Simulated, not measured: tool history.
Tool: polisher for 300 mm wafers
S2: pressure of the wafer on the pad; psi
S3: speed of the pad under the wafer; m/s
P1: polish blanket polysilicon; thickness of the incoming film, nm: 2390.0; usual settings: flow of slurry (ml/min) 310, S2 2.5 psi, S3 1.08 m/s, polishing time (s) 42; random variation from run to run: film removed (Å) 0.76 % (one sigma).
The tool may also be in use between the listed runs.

{"run": 1, "hour": 3.1, "flow of slurry (ml/min)": 310, "S2": 2.5, "S3": 1.08, "polishing time (s)": 42, "film removed (Å)": 3246}
{"run": 2, "hour": 9.6, "flow of slurry (ml/min)": 185, "S2": 2.5, "S3": 1.08, "polishing time (s)": 42, "film removed (Å)": 3060.2}
{"run": 3, "hour": 15.8, "flow of slurry (ml/min)": 415, "S2": 2.5, "S3": 1.08, "polishing time (s)": 42, "film removed (Å)": 3356}
{"hour": 19.5, "done": "worn pad replaced by a new one"}
{"run": 4, "hour": 20.7, "flow of slurry (ml/min)": 310, "S2": 2.5, "S3": 1.08, "polishing time (s)": 42, "film removed (Å)": 3171.8}
{"run": 5, "hour": 27.4, "flow of slurry (ml/min)": 310, "S2": 2.5, "S3": 0.6, "polishing time (s)": 42, "film removed (Å)": 1818.7}
{"run": 6, "hour": 30.9, "flow of slurry (ml/min)": 310, "S2": 2.5, "S3": 1.08, "polishing time (s)": 42, "film removed (Å)": 3231.1}
{"run": 7, "hour": 35.7, "flow of slurry (ml/min)": 310, "S2": 1.9, "S3": 1.08, "polishing time (s)": 42, "film removed (Å)": 2460.6}
{"run": 8, "hour": 42.5, "flow of slurry (ml/min)": 310, "S2": 3.9, "S3": 1.08, "polishing time (s)": 42, "film removed (Å)": 5014.3}
{"run": 9, "hour": 46.1, "flow of slurry (ml/min)": 310, "S2": 2.5, "S3": 1.62, "polishing time (s)": 59, "film removed (Å)": 6922.1}
{"run": 10, "hour": 51.7, "flow of slurry (ml/min)": 310, "S2": 2.5, "S3": 1.68, "polishing time (s)": 42, "film removed (Å)": 5080.7}
{"run": 11, "hour": 55.4, "flow of slurry (ml/min)": 310, "S2": 2.5, "S3": 1.08, "polishing time (s)": 42, "film removed (Å)": 3209.3}
{"run": 12, "hour": 61.0, "flow of slurry (ml/min)": 310, "S2": 2.5, "S3": 1.08, "polishing time (s)": 22, "film removed (Å)": 1691}
{"run": 13, "hour": 65.1, "flow of slurry (ml/min)": 310, "S2": 2.5, "S3": 1.08, "polishing time (s)": 65, "film removed (Å)": 4983.7}
{"run": 14, "hour": 70.3, "flow of slurry (ml/min)": 310, "S2": 2.5, "S3": 1.08, "polishing time (s)": 42, "film removed (Å)": 3210}
{"run": 15, "hour": 76.5, "flow of slurry (ml/min)": 310, "S2": 2.5, "S3": 1.08, "polishing time (s)": 42, "film removed (Å)": 3132}
{"run": 16, "hour": 81.9, "flow of slurry (ml/min)": 310, "S2": 2.5, "S3": 1.08, "polishing time (s)": 42, "film removed (Å)": 3121.5}
{"run": 17, "hour": 85.7, "flow of slurry (ml/min)": 310, "S2": 2.5, "S3": 1.08, "polishing time (s)": 42, "film removed (Å)": 3069.9}
{"run": 18, "hour": 90.3, "flow of slurry (ml/min)": 310, "S2": 2.5, "S3": 1.08, "polishing time (s)": 42, "film removed (Å)": 3036.3}
{"hour": 92.1, "done": "worn pad replaced by a new one"}
{"run": 19, "hour": 94.3, "flow of slurry (ml/min)": 310, "S2": 2.5, "S3": 1.08, "polishing time (s)": 42, "film removed (Å)": 3100.4}
{"run": 20, "hour": 99.1, "flow of slurry (ml/min)": 310, "S2": 2.5, "S3": 1.08, "polishing time (s)": 42, "film removed (Å)": 3105.6}
{"run": 21, "hour": 102.2, "flow of slurry (ml/min)": 310, "S2": 2.5, "S3": 1.08, "polishing time (s)": 42, "film removed (Å)": 3078.5}

What P1 gives has crept away from where it was. These 2 causes fit the log equally well, each at the size given:
A: slurry flow missing at the pad, % = 37
B: head's pressure below its setpoint, % = 4.97
The creep began at about hour 70.3.
Why every other cause is out:
removal rate lost through wear of the pad, %: serviced at hour 92.1, which brought nothing back

4 check runs are offered, each on 3 wafers whose results are averaged, their results left as question marks. Which one tells the causes apart?
{"run": "check 1", "hour": 105.3, "flow of slurry (ml/min)": 310, "S2": 3.7, "S3": 0.62, "polishing time (s)": 42, "film removed (Å)": "?"}
{"run": "check 2", "hour": 105.3, "flow of slurry (ml/min)": 310, "S2": 2.5, "S3": 1.68, "polishing time (s)": 42, "film removed (Å)": "?"}
{"run": "check 3", "hour": 105.3, "flow of slurry (ml/min)": 310, "S2": 2.5, "S3": 0.62, "polishing time (s)": 32, "film removed (Å)": "?"}
{"run": "check 4", "hour": 105.3, "flow of slurry (ml/min)": 185, "S2": 2.5, "S3": 1.08, "polishing time (s)": 42, "film removed (Å)": "?"}

What each check would give under each cause:
check=check_1 result=film_removed_(Å) if_A=2608.6 if_B=2608.5
check=check_2 result=film_removed_(Å) if_A=4775.9 if_B=4775.7
check=check_3 result=film_removed_(Å) if_A=1342.9 if_B=1342.8
check=check_4 result=film_removed_(Å) if_A=2805.6 if_B=2895.7
How far apart the two closest causes lie, in the result that separates them most: check 1 0 %; check 2 0 %; check 3 0 %; check 4 3.16 %
Check 4 tells the causes apart: in the others they would give nearly the same result.

Then check 4 was run and gave: film removed (Å) 2885.2. Which cause is it?

It is B: head's pressure below its setpoint, %.
